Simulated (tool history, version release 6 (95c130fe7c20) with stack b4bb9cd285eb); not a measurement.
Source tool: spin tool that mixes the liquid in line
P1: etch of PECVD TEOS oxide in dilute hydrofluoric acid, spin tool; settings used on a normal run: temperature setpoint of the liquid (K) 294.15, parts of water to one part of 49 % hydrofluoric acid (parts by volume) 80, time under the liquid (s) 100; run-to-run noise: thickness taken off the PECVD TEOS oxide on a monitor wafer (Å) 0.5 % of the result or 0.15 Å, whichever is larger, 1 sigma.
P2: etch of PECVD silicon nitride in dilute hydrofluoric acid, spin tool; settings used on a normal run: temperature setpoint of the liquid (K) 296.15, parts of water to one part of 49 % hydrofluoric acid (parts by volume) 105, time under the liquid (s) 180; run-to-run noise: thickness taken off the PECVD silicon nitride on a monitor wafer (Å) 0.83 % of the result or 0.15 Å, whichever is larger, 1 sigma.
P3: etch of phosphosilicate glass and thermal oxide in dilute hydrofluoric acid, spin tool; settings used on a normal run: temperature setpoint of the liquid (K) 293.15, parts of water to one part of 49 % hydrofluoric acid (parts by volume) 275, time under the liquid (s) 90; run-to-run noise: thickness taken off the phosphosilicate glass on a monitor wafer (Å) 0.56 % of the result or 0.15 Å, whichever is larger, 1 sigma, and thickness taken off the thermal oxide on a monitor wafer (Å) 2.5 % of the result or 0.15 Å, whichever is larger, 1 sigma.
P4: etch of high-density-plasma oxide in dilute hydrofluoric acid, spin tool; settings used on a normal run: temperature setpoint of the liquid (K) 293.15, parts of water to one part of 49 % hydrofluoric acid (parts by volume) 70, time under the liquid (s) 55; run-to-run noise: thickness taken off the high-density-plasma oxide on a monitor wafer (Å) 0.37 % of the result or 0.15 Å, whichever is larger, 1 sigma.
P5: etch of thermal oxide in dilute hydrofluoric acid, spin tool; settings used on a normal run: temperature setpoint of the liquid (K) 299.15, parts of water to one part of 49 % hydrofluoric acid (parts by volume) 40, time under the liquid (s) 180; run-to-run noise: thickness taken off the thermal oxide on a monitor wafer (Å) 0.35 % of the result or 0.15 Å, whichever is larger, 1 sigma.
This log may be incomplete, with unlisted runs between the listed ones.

run	day	process that ran	temperature setpoint of the liquid (K)	parts of water to one part of 49 % hydrofluoric acid (parts by volume)	time under the liquid (s)	hours since the thermometer was replaced	hours since the hydrofluoric acid flow meter was replaced	thickness taken off the PECVD TEOS oxide on a monitor wafer (Å)	thickness taken off the high-density-plasma oxide on a monitor wafer (Å)	thickness taken off the phosphosilicate glass on a monitor wafer (Å)	thickness taken off the thermal oxide on a monitor wafer (Å)	thickness taken off the PECVD silicon nitride on a monitor wafer (Å)
1	0.575	P1	294.15	80	100	463.1	133.6	151.850				
2	1.096	P1	294.15	135	100	475.6	146.1	85.116				
3	1.483	P1	294.15	80	100	484.9	155.4	151.370				
4	1.875	P1	294.15	80	100	494.3	164.8	152.960				
5	2.438	P4	297.65	70	55	507.8	178.3		81.014			
6	3.046	P3	293.15	125	90	522.4	192.9			1006.900	27.0510	
7	3.467	P2	296.15	105	350	532.5	203.0					60.829
8	3.946	P1	290.15	80	180	544.0	214.5	233.340				
9	4.579	P5	299.15	40	180	559.2	229.7				248.2500	
10	4.938	P5	299.15	20	180	567.8	238.3				512.3300	
11	5.421	P4	293.15	70	55	579.4	249.9		67.790			
12	5.792	P1	294.15	80	100	588.3	258.8	152.280				
13	6.329	P4	293.15	70	110	601.2	271.7		135.460			
14	6.812	P4	293.15	70	55	612.8	283.3		67.624			
15	7.208	P3	300.15	275	90	622.3	292.8			510.600	12.8650	
16	7.512	P2	296.15	105	180	629.6	300.1					31.757
17	7.979	P1	294.15	80	100	640.8	311.3	152.900				
18	8.354	P5	299.15	40	300	649.8	320.3				413.4400	
19	8.696	P3	293.15	275	90	658.0	328.5			392.650	10.4950	
20	8.992	P3	293.15	275	15	665.1	335.6			65.854	1.8003	
21	9.433	P2	290.15	105	180	675.7	346.2					20.959
22	10.079	P1	294.15	80	100	691.2	361.7	153.080				
23	10.438	P2	296.15	25	180	699.8	370.3					127.970
24	10.921	P1	290.15	80	100	711.4	381.9	129.230				
25	11.250	P5	299.15	40	180	719.3	389.8				248.2300	
26	11.579	P5	305.15	40	180	727.2	397.7				311.5700	
27	11.933	P4	293.15	115	55	735.7	406.2		39.022			
28	12.354	P3	293.15	275	90	745.8	416.3			391.810	10.2760	
29	12.829	P1	294.15	80	30	757.2	427.7	46.096				
30	13.462	P1	290.65	45	100	772.4	442.9	243.810				

Predict the results of run 31:
31	13.842	P1	294.15	80	100	781.5	452.0	?				

Run 31 produced thickness taken off the PECVD TEOS oxide on a monitor wafer (Å) 151.840.
